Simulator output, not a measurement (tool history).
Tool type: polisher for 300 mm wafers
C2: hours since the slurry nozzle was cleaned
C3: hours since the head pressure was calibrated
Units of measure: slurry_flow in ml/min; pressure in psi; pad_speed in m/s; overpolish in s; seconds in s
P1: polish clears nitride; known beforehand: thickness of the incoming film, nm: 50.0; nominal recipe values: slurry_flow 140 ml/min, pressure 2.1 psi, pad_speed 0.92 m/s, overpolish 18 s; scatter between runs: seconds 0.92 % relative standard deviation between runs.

{"run": 1, "hour": 8.6, "slurry_flow": 140, "pressure": 2.1, "pad_speed": 0.92, "overpolish": 18, "wafers polished on this pad": 324, "C2": 469.8, "C3": 335.5, "seconds": 79.626}
{"run": 2, "hour": 17.9, "slurry_flow": 140, "pressure": 2.1, "pad_speed": 0.46, "overpolish": 18, "wafers polished on this pad": 377, "C2": 479.1, "C3": 344.8, "seconds": 158.39}
{"run": 3, "hour": 24.4, "slurry_flow": 140, "pressure": 2.1, "pad_speed": 0.92, "overpolish": 18, "wafers polished on this pad": 415, "C2": 485.6, "C3": 351.3, "seconds": 79.367}
{"run": 4, "hour": 37.2, "slurry_flow": 175, "pressure": 2.1, "pad_speed": 1.26, "overpolish": 18, "wafers polished on this pad": 488, "C2": 498.4, "C3": 364.1, "seconds": 55.724}
{"run": 5, "hour": 48.8, "slurry_flow": 140, "pressure": 1.4, "pad_speed": 0.92, "overpolish": 18, "wafers polished on this pad": 554, "C2": 510, "C3": 375.7, "seconds": 119.69}
{"run": 6, "hour": 55.1, "slurry_flow": 140, "pressure": 2.1, "pad_speed": 1.32, "overpolish": 18, "wafers polished on this pad": 590, "C2": 516.3, "C3": 382, "seconds": 55.923}
{"run": 7, "hour": 65.3, "slurry_flow": 140, "pressure": 2.1, "pad_speed": 0.92, "overpolish": 18, "wafers polished on this pad": 649, "C2": 526.5, "C3": 392.2, "seconds": 79.016}
{"run": 8, "hour": 78.0, "slurry_flow": 140, "pressure": 2.1, "pad_speed": 0.92, "overpolish": 5, "wafers polished on this pad": 721, "C2": 539.2, "C3": 404.9, "seconds": 78.914}
{"run": 9, "hour": 90.3, "slurry_flow": 140, "pressure": 3.2, "pad_speed": 0.92, "overpolish": 18, "wafers polished on this pad": 791, "C2": 551.5, "C3": 417.2, "seconds": 51.589}
{"run": 10, "hour": 96.6, "slurry_flow": 210, "pressure": 2.1, "pad_speed": 0.92, "overpolish": 18, "wafers polished on this pad": 828, "C2": 557.8, "C3": 423.5, "seconds": 75.26}
{"run": 11, "hour": 107.0, "slurry_flow": 140, "pressure": 2.1, "pad_speed": 0.92, "overpolish": 18, "wafers polished on this pad": 887, "C2": 568.2, "C3": 433.9, "seconds": 79.037}
{"run": 12, "hour": 113.7, "slurry_flow": 140, "pressure": 2.1, "pad_speed": 0.92, "overpolish": 18, "wafers polished on this pad": 925, "C2": 574.9, "C3": 440.6, "seconds": 79.313}
{"run": 13, "hour": 121.4, "slurry_flow": 105, "pressure": 2.1, "pad_speed": 0.92, "overpolish": 18, "wafers polished on this pad": 969, "C2": 582.6, "C3": 448.3, "seconds": 84.148}
{"run": 14, "hour": 129.1, "slurry_flow": 140, "pressure": 2.1, "pad_speed": 0.92, "overpolish": 35, "wafers polished on this pad": 1013, "C2": 590.3, "C3": 456, "seconds": 80.02}
{"run": 15, "hour": 141.0, "slurry_flow": 140, "pressure": 2.1, "pad_speed": 0.92, "overpolish": 18, "wafers polished on this pad": 1081, "C2": 602.2, "C3": 467.9, "seconds": 80.64}

Forecast run 16:
{"run": 16, "hour": 148.4, "slurry_flow": 140, "pressure": 2.1, "pad_speed": 0.92, "overpolish": 18, "wafers polished on this pad": 1124, "C2": 609.6, "C3": 475.3, "seconds": "?"}

Run 16 gave seconds 81.943 s.
